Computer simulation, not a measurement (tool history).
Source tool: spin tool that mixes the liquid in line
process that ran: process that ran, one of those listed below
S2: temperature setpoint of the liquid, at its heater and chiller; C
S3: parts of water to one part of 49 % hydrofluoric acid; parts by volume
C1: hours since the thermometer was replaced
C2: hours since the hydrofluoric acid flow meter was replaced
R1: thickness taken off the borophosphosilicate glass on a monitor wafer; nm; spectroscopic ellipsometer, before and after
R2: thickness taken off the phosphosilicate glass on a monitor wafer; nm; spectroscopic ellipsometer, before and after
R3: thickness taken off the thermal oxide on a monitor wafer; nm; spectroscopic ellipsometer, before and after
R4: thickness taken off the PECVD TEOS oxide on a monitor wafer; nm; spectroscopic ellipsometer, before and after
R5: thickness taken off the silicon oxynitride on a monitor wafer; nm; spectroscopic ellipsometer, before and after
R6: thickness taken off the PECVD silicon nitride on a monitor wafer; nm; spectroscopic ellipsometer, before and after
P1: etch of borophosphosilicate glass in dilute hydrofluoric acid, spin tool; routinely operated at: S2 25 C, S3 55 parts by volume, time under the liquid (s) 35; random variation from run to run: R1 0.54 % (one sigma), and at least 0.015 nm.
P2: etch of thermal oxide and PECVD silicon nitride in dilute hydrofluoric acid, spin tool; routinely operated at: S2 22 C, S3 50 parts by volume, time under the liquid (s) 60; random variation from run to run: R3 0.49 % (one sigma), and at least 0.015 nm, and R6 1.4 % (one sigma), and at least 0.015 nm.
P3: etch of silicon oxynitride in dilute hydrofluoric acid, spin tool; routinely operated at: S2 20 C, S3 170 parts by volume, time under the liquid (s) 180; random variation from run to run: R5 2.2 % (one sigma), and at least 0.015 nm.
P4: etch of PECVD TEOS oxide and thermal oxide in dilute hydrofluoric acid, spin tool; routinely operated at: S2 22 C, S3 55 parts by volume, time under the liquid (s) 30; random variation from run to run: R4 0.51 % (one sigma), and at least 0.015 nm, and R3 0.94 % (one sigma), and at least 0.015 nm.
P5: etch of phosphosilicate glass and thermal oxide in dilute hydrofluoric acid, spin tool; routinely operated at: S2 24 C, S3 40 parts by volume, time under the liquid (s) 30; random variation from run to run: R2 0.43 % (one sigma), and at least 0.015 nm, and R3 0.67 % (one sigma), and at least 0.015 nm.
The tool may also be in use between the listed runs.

run 1 hour=15.8 | process_that_ran=P1 S2=25 S3=55 time_under_the_liquid_(s)=35 | C1=1144.6 C2=238.3 | R1=25.748
run 2 hour=30.8 | process_that_ran=P5 S2=24 S3=40 time_under_the_liquid_(s)=15 | C1=1159.6 C2=253.3 | R2=37.236 R3=1.8636
run 3 hour=47.5 | process_that_ran=P5 S2=24 S3=20 time_under_the_liquid_(s)=30 | C1=1176.3 C2=270 | R2=153.9 R3=7.5876
run 4 hour=65.9 | process_that_ran=P1 S2=19.5 S3=55 time_under_the_liquid_(s)=35 | C1=1194.7 C2=288.4 | R1=20.55
run 5 hour=76.1 | process_that_ran=P5 S2=30.5 S3=40 time_under_the_liquid_(s)=30 | C1=1204.9 C2=298.6 | R2=96.945 R3=4.7889
run 6 hour=88.9 | process_that_ran=P4 S2=27 S3=55 time_under_the_liquid_(s)=30 | C1=1217.7 C2=311.4 | R3=3.0533 R4=14.137
run 7 hour=100.3 | process_that_ran=P3 S2=27.5 S3=170 time_under_the_liquid_(s)=180 | C1=1229.1 C2=322.8 | R5=1.7754
run 8 hour=109.8 | process_that_ran=P1 S2=25 S3=55 time_under_the_liquid_(s)=65 | C1=1238.6 C2=332.3 | R1=47.713
run 9 hour=125 | process_that_ran=P3 S2=20 S3=170 time_under_the_liquid_(s)=180 | C1=1253.8 C2=347.5 | R5=1.2615
run 10 hour=137.5 | process_that_ran=P1 S2=25 S3=30 time_under_the_liquid_(s)=35 | C1=1266.3 C2=360 | R1=48.96
run 11 hour=153.7 | process_that_ran=P1 S2=25 S3=55 time_under_the_liquid_(s)=35 | C1=1282.5 C2=376.2 | R1=25.85
run 12 hour=166.5 | process_that_ran=P3 S2=20 S3=250 time_under_the_liquid_(s)=180 | C1=1295.3 C2=389 | R5=0.77568
run 13 hour=178.4 | process_that_ran=P4 S2=22 S3=55 time_under_the_liquid_(s)=60 | C1=1307.2 C2=400.9 | R3=5.0132 R4=23.146
run 14 hour=186.7 | process_that_ran=P4 S2=22 S3=95 time_under_the_liquid_(s)=30 | C1=1315.5 C2=409.2 | R3=1.3537 R4=6.414
run 15 hour=196 | process_that_ran=P3 S2=20 S3=170 time_under_the_liquid_(s)=15 | C1=1324.8 C2=418.5 | R5=0.075397
run 16 hour=204.2 | process_that_ran=P2 S2=22 S3=50 time_under_the_liquid_(s)=110 | C1=1333 C2=426.7 | R3=10.532 R6=3.2225
run 17 hour=220.4 | process_that_ran=P1 S2=25 S3=55 time_under_the_liquid_(s)=35 | C1=1349.2 C2=442.9 | R1=25.906
run 18 hour=234.2 | process_that_ran=P4 S2=22 S3=55 time_under_the_liquid_(s)=30 | C1=1363 C2=456.7 | R3=2.504 R4=11.498
run 19 hour=251.4 | process_that_ran=P2 S2=22 S3=50 time_under_the_liquid_(s)=60 | C1=1380.2 C2=473.9 | R3=5.7546 R6=1.774
run 20 hour=262.7 | process_that_ran=P5 S2=24 S3=40 time_under_the_liquid_(s)=30 | C1=1391.5 C2=485.2 | R2=74.534 R3=3.7227
run 21 hour=272.7 | process_that_ran=P1 S2=25 S3=20 time_under_the_liquid_(s)=20 | C1=1401.5 C2=495.2 | R1=42.391
run 22 hour=289.1 | process_that_ran=P1 S2=25 S3=55 time_under_the_liquid_(s)=35 | C1=1417.9 C2=511.6 | R1=25.74
run 23 hour=307.6 | process_that_ran=P2 S2=17 S3=50 time_under_the_liquid_(s)=60 | C1=1436.4 C2=530.1 | R3=4.6357 R6=1.2527
run 24 hour=325.2 | process_that_ran=P1 S2=25 S3=55 time_under_the_liquid_(s)=35 | C1=1454 C2=547.7 | R1=25.459
run 25 hour=343.7 | process_that_ran=P1 S2=30 S3=55 time_under_the_liquid_(s)=35 | C1=1472.5 C2=566.2 | R1=31.5
run 26 hour=354.5 | process_that_ran=P2 S2=22 S3=30 time_under_the_liquid_(s)=60 | C1=1483.3 C2=577 | R3=9.7141 R6=2.8777
run 27 hour=364.9 | process_that_ran=P1 S2=25 S3=55 time_under_the_liquid_(s)=15 | C1=1493.7 C2=587.4 | R1=10.993
run 28 hour=382.9 | process_that_ran=P1 S2=25 S3=100 time_under_the_liquid_(s)=35 | C1=1511.7 C2=605.4 | R1=13.438
run 29 hour=393.3 | process_that_ran=P1 S2=25 S3=55 time_under_the_liquid_(s)=35 | C1=1522.1 C2=615.8 | R1=25.65
run 30 hour=409.9 | process_that_ran=P1 S2=25 S3=55 time_under_the_liquid_(s)=35 | C1=1538.7 C2=632.4 | R1=26.709

For run 31, what comes out?
run 31 hour=423.5 | process_that_ran=P1 S2=25 S3=55 time_under_the_liquid_(s)=35 | C1=1552.3 C2=646 | R1=?

R1: 27.316 nm
